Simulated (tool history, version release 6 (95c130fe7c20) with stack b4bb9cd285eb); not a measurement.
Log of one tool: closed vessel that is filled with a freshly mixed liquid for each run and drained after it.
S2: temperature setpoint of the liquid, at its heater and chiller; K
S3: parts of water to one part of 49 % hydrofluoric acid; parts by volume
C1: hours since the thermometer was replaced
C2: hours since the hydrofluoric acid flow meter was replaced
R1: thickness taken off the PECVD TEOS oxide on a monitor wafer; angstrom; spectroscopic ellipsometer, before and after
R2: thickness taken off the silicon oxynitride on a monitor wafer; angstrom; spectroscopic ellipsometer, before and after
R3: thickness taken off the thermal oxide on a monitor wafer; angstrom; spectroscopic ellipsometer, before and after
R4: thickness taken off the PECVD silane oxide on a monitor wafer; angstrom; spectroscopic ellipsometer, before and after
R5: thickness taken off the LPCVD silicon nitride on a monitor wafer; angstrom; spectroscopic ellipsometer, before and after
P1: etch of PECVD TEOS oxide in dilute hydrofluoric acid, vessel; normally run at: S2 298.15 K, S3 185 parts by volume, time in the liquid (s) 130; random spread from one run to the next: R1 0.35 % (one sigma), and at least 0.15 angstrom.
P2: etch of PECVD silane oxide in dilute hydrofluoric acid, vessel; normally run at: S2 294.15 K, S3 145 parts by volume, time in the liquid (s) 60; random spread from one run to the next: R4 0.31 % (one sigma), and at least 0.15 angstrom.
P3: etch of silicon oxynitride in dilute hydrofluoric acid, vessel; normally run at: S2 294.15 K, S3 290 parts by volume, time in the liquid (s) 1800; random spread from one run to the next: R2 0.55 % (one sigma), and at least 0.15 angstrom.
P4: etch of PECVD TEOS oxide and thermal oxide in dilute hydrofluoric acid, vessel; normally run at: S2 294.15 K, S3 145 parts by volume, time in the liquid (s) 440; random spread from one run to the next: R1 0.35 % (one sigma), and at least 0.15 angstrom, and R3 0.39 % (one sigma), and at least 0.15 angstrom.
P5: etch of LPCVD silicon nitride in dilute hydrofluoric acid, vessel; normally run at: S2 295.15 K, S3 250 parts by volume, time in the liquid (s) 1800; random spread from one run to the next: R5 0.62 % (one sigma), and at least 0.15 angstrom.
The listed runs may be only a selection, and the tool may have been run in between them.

run 1 hour=3.4 | process_that_ran=P1 S2=298.15 S3=185 time_in_the_liquid_(s)=130 | C1=678.6 C2=343.6 | R1=151.520
run 2 hour=9.0 | process_that_ran=P1 S2=305.15 S3=185 time_in_the_liquid_(s)=130 | C1=684.2 C2=349.2 | R1=193.470
run 3 hour=14.9 | process_that_ran=P3 S2=294.15 S3=290 time_in_the_liquid_(s)=1800 | C1=690.1 C2=355.1 | R2=162.950
run 4 hour=18.4 | process_that_ran=P4 S2=294.15 S3=145 time_in_the_liquid_(s)=440 | C1=693.6 C2=358.6 | R1=248.780 R3=110.940
run 5 hour=22.1 | process_that_ran=P1 S2=298.15 S3=125 time_in_the_liquid_(s)=205 | C1=697.3 C2=362.3 | R1=380.670
run 6 hour=26.5 | process_that_ran=P1 S2=298.15 S3=185 time_in_the_liquid_(s)=130 | C1=701.7 C2=366.7 | R1=151.850
run 7 hour=29.6 | process_that_ran=P3 S2=294.15 S3=445 time_in_the_liquid_(s)=1800 | C1=704.8 C2=369.8 | R2=96.343
run 8 hour=34.9 | process_that_ran=P2 S2=290.15 S3=145 time_in_the_liquid_(s)=60 | C1=710.1 C2=375.1 | R4=130.500
run 9 hour=40.9 | process_that_ran=P1 S2=294.15 S3=185 time_in_the_liquid_(s)=130 | C1=716.1 C2=381.1 | R1=129.780
run 10 hour=44.2 | process_that_ran=P3 S2=300.65 S3=290 time_in_the_liquid_(s)=1800 | C1=719.4 C2=384.4 | R2=211.560
run 11 hour=47.8 | process_that_ran=P4 S2=294.15 S3=225 time_in_the_liquid_(s)=440 | C1=723.0 C2=388.0 | R1=147.840 R3=65.971
run 12 hour=50.9 | process_that_ran=P5 S2=290.15 S3=250 time_in_the_liquid_(s)=1800 | C1=726.1 C2=391.1 | R5=24.994
run 13 hour=53.7 | process_that_ran=P4 S2=294.15 S3=145 time_in_the_liquid_(s)=440 | C1=728.9 C2=393.9 | R1=249.330 R3=111.170
run 14 hour=56.5 | process_that_ran=P1 S2=298.15 S3=185 time_in_the_liquid_(s)=130 | C1=731.7 C2=396.7 | R1=151.980
run 15 hour=60.3 | process_that_ran=P2 S2=294.15 S3=145 time_in_the_liquid_(s)=60 | C1=735.5 C2=400.5 | R4=154.050
run 16 hour=64.9 | process_that_ran=P1 S2=298.15 S3=185 time_in_the_liquid_(s)=30 | C1=740.1 C2=405.1 | R1=34.926
run 17 hour=68.6 | process_that_ran=P1 S2=298.15 S3=185 time_in_the_liquid_(s)=200 | C1=743.8 C2=408.8 | R1=233.370
run 18 hour=73.4 | process_that_ran=P5 S2=295.15 S3=250 time_in_the_liquid_(s)=1800 | C1=748.6 C2=413.6 | R5=34.254
run 19 hour=76.8 | process_that_ran=P4 S2=294.15 S3=145 time_in_the_liquid_(s)=50 | C1=752.0 C2=417.0 | R1=28.577 R3=12.519
run 20 hour=79.4 | process_that_ran=P5 S2=295.15 S3=250 time_in_the_liquid_(s)=1800 | C1=754.6 C2=419.6 | R5=33.762
run 21 hour=83.1 | process_that_ran=P1 S2=298.15 S3=270 time_in_the_liquid_(s)=130 | C1=758.3 C2=423.3 | R1=94.600
run 22 hour=87.8 | process_that_ran=P3 S2=294.15 S3=290 time_in_the_liquid_(s)=2805 | C1=763.0 C2=428.0 | R2=252.510
run 23 hour=90.5 | process_that_ran=P4 S2=298.65 S3=145 time_in_the_liquid_(s)=440 | C1=765.7 C2=430.7 | R1=297.190 R3=132.560
run 24 hour=94.5 | process_that_ran=P2 S2=294.15 S3=145 time_in_the_liquid_(s)=60 | C1=769.7 C2=434.7 | R4=154.250
run 25 hour=97.8 | process_that_ran=P1 S2=298.15 S3=185 time_in_the_liquid_(s)=130 | C1=773.0 C2=438.0 | R1=151.790
run 26 hour=103.6 | process_that_ran=P1 S2=298.15 S3=45 time_in_the_liquid_(s)=235 | C1=778.8 C2=443.8 | R1=1339.000
run 27 hour=109.0 | process_that_ran=P1 S2=298.15 S3=280 time_in_the_liquid_(s)=30 | C1=784.2 C2=449.2 | R1=20.979
run 28 hour=112.6 | process_that_ran=P3 S2=294.15 S3=290 time_in_the_liquid_(s)=1800 | C1=787.8 C2=452.8 | R2=161.600
run 29 hour=115.4 | process_that_ran=P5 S2=295.15 S3=440 time_in_the_liquid_(s)=1800 | C1=790.6 C2=455.6 | R5=20.115
run 30 hour=118.3 | process_that_ran=P2 S2=294.15 S3=230 time_in_the_liquid_(s)=60 | C1=793.5 C2=458.5 | R4=88.919
run 31 hour=121.9 | process_that_ran=P1 S2=298.15 S3=110 time_in_the_liquid_(s)=130 | C1=797.1 C2=462.1 | R1=278.410

Predict the results of run 32:
run 32 hour=125.0 | process_that_ran=P2 S2=294.15 S3=145 time_in_the_liquid_(s)=30 | C1=800.2 C2=465.2 | R4=?

R4: 77.229 angstrom
